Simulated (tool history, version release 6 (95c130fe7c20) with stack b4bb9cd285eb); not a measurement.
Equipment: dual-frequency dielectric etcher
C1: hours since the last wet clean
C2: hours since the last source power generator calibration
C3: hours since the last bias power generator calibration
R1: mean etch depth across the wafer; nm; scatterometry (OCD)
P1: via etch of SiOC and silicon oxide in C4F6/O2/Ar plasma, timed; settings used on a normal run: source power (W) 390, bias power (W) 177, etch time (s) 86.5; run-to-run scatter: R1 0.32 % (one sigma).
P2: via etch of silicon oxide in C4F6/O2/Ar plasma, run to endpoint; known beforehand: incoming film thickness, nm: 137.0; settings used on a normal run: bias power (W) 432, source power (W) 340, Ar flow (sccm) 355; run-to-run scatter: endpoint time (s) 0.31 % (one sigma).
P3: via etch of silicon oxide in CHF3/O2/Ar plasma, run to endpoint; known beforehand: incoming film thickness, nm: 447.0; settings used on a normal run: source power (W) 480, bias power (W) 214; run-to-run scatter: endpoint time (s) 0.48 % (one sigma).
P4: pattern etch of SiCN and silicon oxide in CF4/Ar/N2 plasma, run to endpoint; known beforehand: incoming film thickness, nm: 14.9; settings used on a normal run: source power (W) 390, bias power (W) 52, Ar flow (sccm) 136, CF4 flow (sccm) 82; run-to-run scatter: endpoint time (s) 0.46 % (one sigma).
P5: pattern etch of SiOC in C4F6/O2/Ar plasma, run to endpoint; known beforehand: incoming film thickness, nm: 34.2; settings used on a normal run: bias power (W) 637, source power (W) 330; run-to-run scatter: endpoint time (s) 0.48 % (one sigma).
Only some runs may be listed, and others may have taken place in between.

{"run": 1, "hour": 15.8, "process that ran": "P1", "source power (W)": 390, "bias power (W)": 177, "etch time (s)": 86.5, "C1": 143.7, "C2": 801, "C3": 1167.6, "R1": 95.276}
{"run": 2, "hour": 29.4, "process that ran": "P5", "source power (W)": 330, "bias power (W)": 637, "C1": 157.3, "C2": 814.6, "C3": 1181.2, "endpoint time (s)": 11.738}
{"run": 3, "hour": 39.4, "process that ran": "P2", "source power (W)": 340, "bias power (W)": 432, "Ar flow (sccm)": 442, "C1": 167.3, "C2": 824.6, "C3": 1191.2, "endpoint time (s)": 35.13}
{"run": 4, "hour": 51.3, "process that ran": "P1", "source power (W)": 250, "bias power (W)": 177, "etch time (s)": 86.5, "C1": 179.2, "C2": 836.5, "C3": 1203.1, "R1": 80.339}
{"run": 5, "hour": 58.7, "process that ran": "P4", "source power (W)": 500, "bias power (W)": 52, "Ar flow (sccm)": 136, "CF4 flow (sccm)": 82, "C1": 186.6, "C2": 843.9, "C3": 1210.5, "endpoint time (s)": 17.791}
{"run": 6, "hour": 68.3, "process that ran": "P5", "source power (W)": 330, "bias power (W)": 637, "C1": 196.2, "C2": 853.5, "C3": 1220.1, "endpoint time (s)": 11.616}
{"run": 7, "hour": 75.9, "process that ran": "P1", "source power (W)": 390, "bias power (W)": 177, "etch time (s)": 60, "C1": 203.8, "C2": 861.1, "C3": 1227.7, "R1": 65.95}
{"run": 8, "hour": 86.6, "process that ran": "P4", "source power (W)": 390, "bias power (W)": 39, "Ar flow (sccm)": 136, "CF4 flow (sccm)": 82, "C1": 214.5, "C2": 871.8, "C3": 1238.4, "endpoint time (s)": 24.199}
{"run": 9, "hour": 100.2, "process that ran": "P1", "source power (W)": 390, "bias power (W)": 177, "etch time (s)": 86.5, "C1": 228.1, "C2": 885.4, "C3": 1252, "R1": 95.002}
{"run": 10, "hour": 109.6, "process that ran": "P1", "source power (W)": 290, "bias power (W)": 177, "etch time (s)": 117.5, "C1": 237.5, "C2": 894.8, "C3": 1261.4, "R1": 115.7}
{"run": 11, "hour": 123.4, "process that ran": "P4", "source power (W)": 390, "bias power (W)": 52, "Ar flow (sccm)": 96, "CF4 flow (sccm)": 82, "C1": 251.3, "C2": 908.6, "C3": 1275.2, "endpoint time (s)": 20.773}
{"run": 12, "hour": 131.5, "process that ran": "P1", "source power (W)": 390, "bias power (W)": 237, "etch time (s)": 86.5, "C1": 259.4, "C2": 916.7, "C3": 1283.3, "R1": 104.98}
{"run": 13, "hour": 143.7, "process that ran": "P3", "source power (W)": 480, "bias power (W)": 214, "C1": 271.6, "C2": 928.9, "C3": 1295.5, "endpoint time (s)": 230.92}
{"run": 14, "hour": 154.7, "process that ran": "P1", "source power (W)": 390, "bias power (W)": 177, "etch time (s)": 86.5, "C1": 282.6, "C2": 939.9, "C3": 1306.5, "R1": 95.578}
{"run": 15, "hour": 169.0, "process that ran": "P5", "source power (W)": 460, "bias power (W)": 637, "C1": 296.9, "C2": 954.2, "C3": 1320.8, "endpoint time (s)": 10.35}
{"run": 16, "hour": 176.7, "process that ran": "P1", "source power (W)": 390, "bias power (W)": 177, "etch time (s)": 86.5, "C1": 304.6, "C2": 961.9, "C3": 1328.5, "R1": 95.034}
{"run": 17, "hour": 191.7, "process that ran": "P3", "source power (W)": 480, "bias power (W)": 214, "C1": 319.6, "C2": 976.9, "C3": 1343.5, "endpoint time (s)": 231.15}
{"run": 18, "hour": 201.1, "process that ran": "P4", "source power (W)": 390, "bias power (W)": 52, "Ar flow (sccm)": 136, "CF4 flow (sccm)": 99, "C1": 329, "C2": 986.3, "C3": 1352.9, "endpoint time (s)": 21.418}
{"run": 19, "hour": 212.7, "process that ran": "P1", "source power (W)": 390, "bias power (W)": 145, "etch time (s)": 115.5, "C1": 340.6, "C2": 997.9, "C3": 1364.5, "R1": 119.8}
{"run": 20, "hour": 226.8, "process that ran": "P4", "source power (W)": 390, "bias power (W)": 52, "Ar flow (sccm)": 136, "CF4 flow (sccm)": 82, "C1": 354.7, "C2": 1012, "C3": 1378.6, "endpoint time (s)": 22.019}
{"run": 21, "hour": 234.3, "process that ran": "P5", "source power (W)": 330, "bias power (W)": 474, "C1": 362.2, "C2": 1019.5, "C3": 1386.1, "endpoint time (s)": 13.166}
{"run": 22, "hour": 248.2, "process that ran": "P2", "source power (W)": 340, "bias power (W)": 299, "Ar flow (sccm)": 355, "C1": 376.1, "C2": 1033.4, "C3": 1400, "endpoint time (s)": 39.053}
{"run": 23, "hour": 256.8, "process that ran": "P3", "source power (W)": 340, "bias power (W)": 214, "C1": 384.7, "C2": 1042, "C3": 1408.6, "endpoint time (s)": 262.18}
{"run": 24, "hour": 270.8, "process that ran": "P3", "source power (W)": 480, "bias power (W)": 282, "C1": 398.7, "C2": 1056, "C3": 1422.6, "endpoint time (s)": 208.3}
{"run": 25, "hour": 280.6, "process that ran": "P1", "source power (W)": 470, "bias power (W)": 177, "etch time (s)": 123, "C1": 408.5, "C2": 1065.8, "C3": 1432.4, "R1": 146.04}
{"run": 26, "hour": 289.0, "process that ran": "P1", "source power (W)": 390, "bias power (W)": 143, "etch time (s)": 86.5, "C1": 416.9, "C2": 1074.2, "C3": 1440.8, "R1": 89.418}
{"run": 27, "hour": 296.1, "process that ran": "P1", "source power (W)": 390, "bias power (W)": 177, "etch time (s)": 86.5, "C1": 424, "C2": 1081.3, "C3": 1447.9, "R1": 95.407}
{"run": 28, "hour": 307.6, "process that ran": "P1", "source power (W)": 550, "bias power (W)": 177, "etch time (s)": 86.5, "C1": 435.5, "C2": 1092.8, "C3": 1459.4, "R1": 108.78}
{"run": 29, "hour": 314.8, "process that ran": "P1", "source power (W)": 390, "bias power (W)": 177, "etch time (s)": 129.5, "C1": 442.7, "C2": 1100, "C3": 1466.6, "R1": 142.89}
{"run": 30, "hour": 328.2, "process that ran": "P2", "source power (W)": 410, "bias power (W)": 432, "Ar flow (sccm)": 355, "C1": 456.1, "C2": 1113.4, "C3": 1480, "endpoint time (s)": 31.826}
{"run": 31, "hour": 340.1, "process that ran": "P2", "source power (W)": 340, "bias power (W)": 432, "Ar flow (sccm)": 355, "C1": 468, "C2": 1125.3, "C3": 1491.9, "endpoint time (s)": 33.968}
{"run": 32, "hour": 349.9, "process that ran": "P2", "source power (W)": 340, "bias power (W)": 432, "Ar flow (sccm)": 355, "C1": 477.8, "C2": 1135.1, "C3": 1501.7, "endpoint time (s)": 34.14}
{"run": 33, "hour": 363.9, "process that ran": "P1", "source power (W)": 390, "bias power (W)": 177, "etch time (s)": 86.5, "C1": 491.8, "C2": 1149.1, "C3": 1515.7, "R1": 95.47}
{"run": 34, "hour": 373.8, "process that ran": "P1", "source power (W)": 390, "bias power (W)": 177, "etch time (s)": 86.5, "C1": 501.7, "C2": 1159, "C3": 1525.6, "R1": 95.042}
{"run": 35, "hour": 381.4, "process that ran": "P1", "source power (W)": 390, "bias power (W)": 177, "etch time (s)": 86.5, "C1": 509.3, "C2": 1166.6, "C3": 1533.2, "R1": 94.946}
{"run": 36, "hour": 392.2, "process that ran": "P1", "source power (W)": 390, "bias power (W)": 177, "etch time (s)": 86.5, "C1": 520.1, "C2": 1177.4, "C3": 1544, "R1": 94.358}
{"run": 37, "hour": 402.0, "process that ran": "P1", "source power (W)": 390, "bias power (W)": 177, "etch time (s)": 86.5, "C1": 529.9, "C2": 1187.2, "C3": 1553.8, "R1": 94.104}
{"run": 38, "hour": 409.3, "process that ran": "P1", "source power (W)": 390, "bias power (W)": 177, "etch time (s)": 86.5, "C1": 537.2, "C2": 1194.5, "C3": 1561.1, "R1": 93.945}
{"hour": 412.0, "done": "wet clean of the chamber"}
{"run": 39, "hour": 416.4, "process that ran": "P1", "source power (W)": 390, "bias power (W)": 177, "etch time (s)": 86.5, "C1": 4.5, "C2": 1201.6, "C3": 1568.2, "R1": 94.555}
{"run": 40, "hour": 428.9, "process that ran": "P1", "source power (W)": 390, "bias power (W)": 177, "etch time (s)": 86.5, "C1": 17, "C2": 1214.1, "C3": 1580.7, "R1": 94.708}
{"run": 41, "hour": 444.6, "process that ran": "P1", "source power (W)": 390, "bias power (W)": 177, "etch time (s)": 86.5, "C1": 32.7, "C2": 1229.8, "C3": 1596.4, "R1": 93.786}
{"run": 42, "hour": 455.4, "process that ran": "P1", "source power (W)": 390, "bias power (W)": 177, "etch time (s)": 86.5, "C1": 43.5, "C2": 1240.6, "C3": 1607.2, "R1": 93.561}
{"run": 43, "hour": 470.7, "process that ran": "P1", "source power (W)": 390, "bias power (W)": 177, "etch time (s)": 86.5, "C1": 58.8, "C2": 1255.9, "C3": 1622.5, "R1": 93.546}
{"run": 44, "hour": 477.7, "process that ran": "P1", "source power (W)": 390, "bias power (W)": 177, "etch time (s)": 86.5, "C1": 65.8, "C2": 1262.9, "C3": 1629.5, "R1": 94.034}

What P1 gives has crept away from where it was. These 2 causes fit the log equally well, each at the size given:
A: bias power that arrives under what is set, % = 4.84
B: source power that arrives under what is set, % = 4.02
The process output started creeping at around hour 363.9.
Ruled out, with reasons:
chamber walls in a state that lowers the etch rate, %: was serviced at hour 412, once the creep was under way, yet the earlier output never came back

The list below offers 4 check runs, each averaging the results of 3 wafers, and shows each result as a question mark. For which of them would the listed causes give clearly different results?
{"run": "check 1", "hour": 484.7, "process that ran": "P4", "source power (W)": 460, "bias power (W)": 52, "Ar flow (sccm)": 103, "CF4 flow (sccm)": 82, "endpoint time (s)": "?"}
{"run": "check 2", "hour": 484.7, "process that ran": "P5", "source power (W)": 440, "bias power (W)": 502, "endpoint time (s)": "?"}
{"run": "check 3", "hour": 484.7, "process that ran": "P3", "source power (W)": 400, "bias power (W)": 214, "endpoint time (s)": "?"}
{"run": "check 4", "hour": 484.7, "process that ran": "P2", "source power (W)": 340, "bias power (W)": 313, "Ar flow (sccm)": 441, "endpoint time (s)": "?"}

Predicted outcomes, by check and by cause:
check=check_1 result=endpoint_time_(s) if_A=18.495 if_B=18.899
check=check_2 result=endpoint_time_(s) if_A=11.727 if_B=11.689
check=check_3 result=endpoint_time_(s) if_A=251.17 if_B=250.62
check=check_4 result=endpoint_time_(s) if_A=39.959 if_B=39.883
Minimum pairwise separation of causes per check, each pair taken at its best-separating result: check 1 2.16 %; check 2 0.32 %; check 3 0.22 %; check 4 0.19 %
Check 1 tells the causes apart: in the others they would give nearly the same result.

Running check 1 produced the following: endpoint time (s) 18.466. Which one of the listed causes fits?

A is the cause: bias power that arrives under what is set, %.

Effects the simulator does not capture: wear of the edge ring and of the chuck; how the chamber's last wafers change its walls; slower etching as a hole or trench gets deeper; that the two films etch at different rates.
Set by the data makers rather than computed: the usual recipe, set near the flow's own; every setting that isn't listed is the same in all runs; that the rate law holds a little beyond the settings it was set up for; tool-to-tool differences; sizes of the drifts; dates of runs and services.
